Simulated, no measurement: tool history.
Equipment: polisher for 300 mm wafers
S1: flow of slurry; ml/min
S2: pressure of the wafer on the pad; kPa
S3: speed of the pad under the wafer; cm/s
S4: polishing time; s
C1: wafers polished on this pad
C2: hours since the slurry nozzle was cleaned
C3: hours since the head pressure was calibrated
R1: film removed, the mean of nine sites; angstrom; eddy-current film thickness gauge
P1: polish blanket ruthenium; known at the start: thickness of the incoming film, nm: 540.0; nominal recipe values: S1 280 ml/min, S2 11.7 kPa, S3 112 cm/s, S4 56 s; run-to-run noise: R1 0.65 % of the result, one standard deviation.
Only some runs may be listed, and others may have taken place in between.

{"run": 1, "hour": 7.2, "S1": 280, "S2": 11.7, "S3": 112, "S4": 56, "C1": 782, "C2": 220.9, "C3": 258.2, "R1": 503.41}
{"run": 2, "hour": 14.0, "S1": 280, "S2": 11.7, "S3": 112, "S4": 56, "C1": 830, "C2": 227.7, "C3": 265.0, "R1": 504.89}
{"hour": 19.7, "done": "slurry nozzle cleaned"}
{"run": 3, "hour": 22.2, "S1": 280, "S2": 11.7, "S3": 112, "S4": 56, "C1": 887, "C2": 2.5, "C3": 273.2, "R1": 503.5}
{"run": 4, "hour": 31.3, "S1": 170, "S2": 11.7, "S3": 112, "S4": 56, "C1": 950, "C2": 11.6, "C3": 282.3, "R1": 475.63}
{"run": 5, "hour": 38.7, "S1": 280, "S2": 16.5, "S3": 112, "S4": 56, "C1": 1002, "C2": 19.0, "C3": 289.7, "R1": 706.5}
{"run": 6, "hour": 44.4, "S1": 380, "S2": 11.7, "S3": 112, "S4": 75, "C1": 1041, "C2": 24.7, "C3": 295.4, "R1": 692.72}
{"run": 7, "hour": 49.3, "S1": 280, "S2": 11.7, "S3": 112, "S4": 56, "C1": 1076, "C2": 29.6, "C3": 300.3, "R1": 511.2}
{"run": 8, "hour": 57.1, "S1": 280, "S2": 11.7, "S3": 52, "S4": 56, "C1": 1130, "C2": 37.4, "C3": 308.1, "R1": 232.11}
{"run": 9, "hour": 67.2, "S1": 280, "S2": 11.7, "S3": 144, "S4": 56, "C1": 1200, "C2": 47.5, "C3": 318.2, "R1": 647.61}
{"run": 10, "hour": 76.9, "S1": 395, "S2": 9.0, "S3": 112, "S4": 56, "C1": 1268, "C2": 57.2, "C3": 327.9, "R1": 393.16}
{"run": 11, "hour": 83.0, "S1": 280, "S2": 6.2, "S3": 112, "S4": 56, "C1": 1311, "C2": 63.3, "C3": 334.0, "R1": 264.93}
{"run": 12, "hour": 90.0, "S1": 280, "S2": 11.7, "S3": 112, "S4": 56, "C1": 1359, "C2": 70.3, "C3": 341.0, "R1": 509.36}
{"run": 13, "hour": 96.4, "S1": 280, "S2": 11.7, "S3": 112, "S4": 56, "C1": 1404, "C2": 76.7, "C3": 347.4, "R1": 502.02}
{"run": 14, "hour": 105.7, "S1": 415, "S2": 11.7, "S3": 112, "S4": 56, "C1": 1469, "C2": 86.0, "C3": 356.7, "R1": 520.13}
{"run": 15, "hour": 111.8, "S1": 280, "S2": 11.7, "S3": 112, "S4": 79, "C1": 1511, "C2": 92.1, "C3": 362.8, "R1": 707.07}
{"run": 16, "hour": 117.4, "S1": 280, "S2": 11.7, "S3": 112, "S4": 27, "C1": 1550, "C2": 97.7, "C3": 368.4, "R1": 239.87}
{"run": 17, "hour": 122.9, "S1": 280, "S2": 11.7, "S3": 112, "S4": 56, "C1": 1589, "C2": 103.2, "C3": 373.9, "R1": 501.73}
{"run": 18, "hour": 127.9, "S1": 280, "S2": 11.7, "S3": 112, "S4": 56, "C1": 1624, "C2": 108.2, "C3": 378.9, "R1": 497.09}
{"run": 19, "hour": 134.3, "S1": 280, "S2": 11.7, "S3": 112, "S4": 56, "C1": 1668, "C2": 114.6, "C3": 385.3, "R1": 491.48}
{"run": 20, "hour": 140.6, "S1": 280, "S2": 11.7, "S3": 112, "S4": 56, "C1": 1712, "C2": 120.9, "C3": 391.6, "R1": 494.98}
{"run": 21, "hour": 148.9, "S1": 280, "S2": 11.7, "S3": 112, "S4": 56, "C1": 1770, "C2": 129.2, "C3": 399.9, "R1": 488.16}
{"run": 22, "hour": 157.0, "S1": 280, "S2": 11.7, "S3": 112, "S4": 56, "C1": 1826, "C2": 137.3, "C3": 408.0, "R1": 483.28}
{"hour": 165.5, "done": "worn pad replaced by a new one"}
{"run": 23, "hour": 166.1, "S1": 280, "S2": 11.7, "S3": 112, "S4": 56, "C1": 4, "C2": 146.4, "C3": 417.1, "R1": 487.74}
{"run": 24, "hour": 176.3, "S1": 280, "S2": 11.7, "S3": 112, "S4": 56, "C1": 75, "C2": 156.6, "C3": 427.3, "R1": 483.71}
{"run": 25, "hour": 181.2, "S1": 280, "S2": 11.7, "S3": 112, "S4": 56, "C1": 109, "C2": 161.5, "C3": 432.2, "R1": 484.59}
{"run": 26, "hour": 191.2, "S1": 280, "S2": 11.7, "S3": 112, "S4": 56, "C1": 179, "C2": 171.5, "C3": 442.2, "R1": 484.13}
{"run": 27, "hour": 200.2, "S1": 280, "S2": 11.7, "S3": 112, "S4": 56, "C1": 242, "C2": 180.5, "C3": 451.2, "R1": 480.57}

Something has made what P1 gives creep away from where it was; the 2 causes below, each at its own stated size, fit the log equally well:
A: head's pressure below its setpoint, % = 4.56
B: slurry flow missing at the pad, % = 33
The gradual shift began around hour 122.9.
Other possible causes, and why each is ruled out:
removal rate lost through wear of the pad, %: serviced at hour 165.5, which brought nothing back

You are offered 4 check runs, listed below with question marks in place of their results; each one averages 3 wafers. Which run separates the listed causes by giving clearly different results for each?
{"run": "check 1", "hour": 209.2, "S1": 170, "S2": 11.7, "S3": 64, "S4": 56, "R1": "?"}
{"run": "check 2", "hour": 209.2, "S1": 280, "S2": 11.7, "S3": 70, "S4": 30, "R1": "?"}
{"run": "check 3", "hour": 209.2, "S1": 280, "S2": 11.7, "S3": 58, "S4": 56, "R1": "?"}
{"run": "check 4", "hour": 209.2, "S1": 280, "S2": 9.0, "S3": 112, "S4": 76, "R1": "?"}

What each check would give under each cause:
check=check_1 result=R1 if_A=258.55 if_B=251.53
check=check_2 result=R1 if_A=161.02 if_B=161.04
check=check_3 result=R1 if_A=249.05 if_B=249.07
check=check_4 result=R1 if_A=499.11 if_B=499.15
Per check, the gap between the least separated pair of causes, taken in the result that splits them most: check 1 2.75 %; check 2 0.01 %; check 3 0.01 %; check 4 0.01 %
Of the check runs offered, only check 1 discriminates between the causes; the rest would read about the same regardless of which cause applies.

The results of check 1 are: R1 259.36 angstrom. Based on these, which of the listed causes is it?

The correct cause is A, namely: head's pressure below its setpoint, %.
